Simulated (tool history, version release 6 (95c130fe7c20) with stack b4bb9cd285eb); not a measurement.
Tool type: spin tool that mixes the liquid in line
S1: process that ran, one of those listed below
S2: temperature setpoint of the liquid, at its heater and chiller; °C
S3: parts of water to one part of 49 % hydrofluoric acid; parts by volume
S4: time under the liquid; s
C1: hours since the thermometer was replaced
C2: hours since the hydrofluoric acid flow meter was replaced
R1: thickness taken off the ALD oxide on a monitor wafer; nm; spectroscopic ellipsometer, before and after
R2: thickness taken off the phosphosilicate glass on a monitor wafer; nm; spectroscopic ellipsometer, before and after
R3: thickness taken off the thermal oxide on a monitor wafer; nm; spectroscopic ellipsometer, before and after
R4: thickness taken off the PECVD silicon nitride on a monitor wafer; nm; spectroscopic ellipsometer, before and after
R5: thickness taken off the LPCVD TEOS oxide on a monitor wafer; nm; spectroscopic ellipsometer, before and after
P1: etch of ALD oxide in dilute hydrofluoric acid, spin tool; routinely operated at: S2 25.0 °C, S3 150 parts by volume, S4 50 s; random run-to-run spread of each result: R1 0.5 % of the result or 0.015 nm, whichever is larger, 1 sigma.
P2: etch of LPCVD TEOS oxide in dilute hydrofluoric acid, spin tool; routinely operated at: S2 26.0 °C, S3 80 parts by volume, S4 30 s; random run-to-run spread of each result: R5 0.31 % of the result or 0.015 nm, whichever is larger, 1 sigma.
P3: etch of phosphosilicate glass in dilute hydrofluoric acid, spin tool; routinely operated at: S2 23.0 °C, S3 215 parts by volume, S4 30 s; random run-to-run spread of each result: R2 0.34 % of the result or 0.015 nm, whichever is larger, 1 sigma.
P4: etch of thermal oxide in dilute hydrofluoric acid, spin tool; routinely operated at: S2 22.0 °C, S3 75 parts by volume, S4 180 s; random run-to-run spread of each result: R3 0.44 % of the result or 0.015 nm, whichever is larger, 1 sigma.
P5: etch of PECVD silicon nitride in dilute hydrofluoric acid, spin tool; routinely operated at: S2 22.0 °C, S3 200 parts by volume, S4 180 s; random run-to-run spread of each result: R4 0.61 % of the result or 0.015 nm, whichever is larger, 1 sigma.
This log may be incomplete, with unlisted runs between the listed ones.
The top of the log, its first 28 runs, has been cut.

Run 29, day 9.346: S1 P1, S2 25.0 °C, S3 150 parts by volume, S4 50 s; C1 52.0; C2 11.5. Result: R1 8.1901 nm.
Run 30, day 9.621: S1 P1, S2 25.0 °C, S3 85 parts by volume, S4 80 s; C1 58.6; C2 18.1. Result: R1 25.0970 nm.
Run 31, day 10.058: S1 P1, S2 25.0 °C, S3 150 parts by volume, S4 50 s; C1 69.1; C2 28.6. Result: R1 8.2749 nm.
Run 32, day 10.429: S1 P1, S2 25.0 °C, S3 150 parts by volume, S4 50 s; C1 78.0; C2 37.5. Result: R1 8.0555 nm.
Run 33, day 10.700: S1 P1, S2 25.0 °C, S3 150 parts by volume, S4 50 s; C1 84.5; C2 44.0. Result: R1 7.8474 nm.
Run 34, day 11.154: S1 P1, S2 25.0 °C, S3 150 parts by volume, S4 50 s; C1 95.4; C2 54.9. Result: R1 7.7964 nm.
Run 35, day 11.604: S1 P1, S2 25.0 °C, S3 150 parts by volume, S4 50 s; C1 106.2; C2 65.7. Result: R1 7.6438 nm.
Run 36, day 12.058: S1 P1, S2 25.0 °C, S3 150 parts by volume, S4 50 s; C1 117.1; C2 76.6. Result: R1 7.7244 nm.

Expected results for the next run?
Run 37, day 12.521: S1 P1, S2 25.0 °C, S3 150 parts by volume, S4 50 s; C1 128.2; C2 87.7. Result: R1 ?.

Run 37 came out at R1 7.7641 nm.

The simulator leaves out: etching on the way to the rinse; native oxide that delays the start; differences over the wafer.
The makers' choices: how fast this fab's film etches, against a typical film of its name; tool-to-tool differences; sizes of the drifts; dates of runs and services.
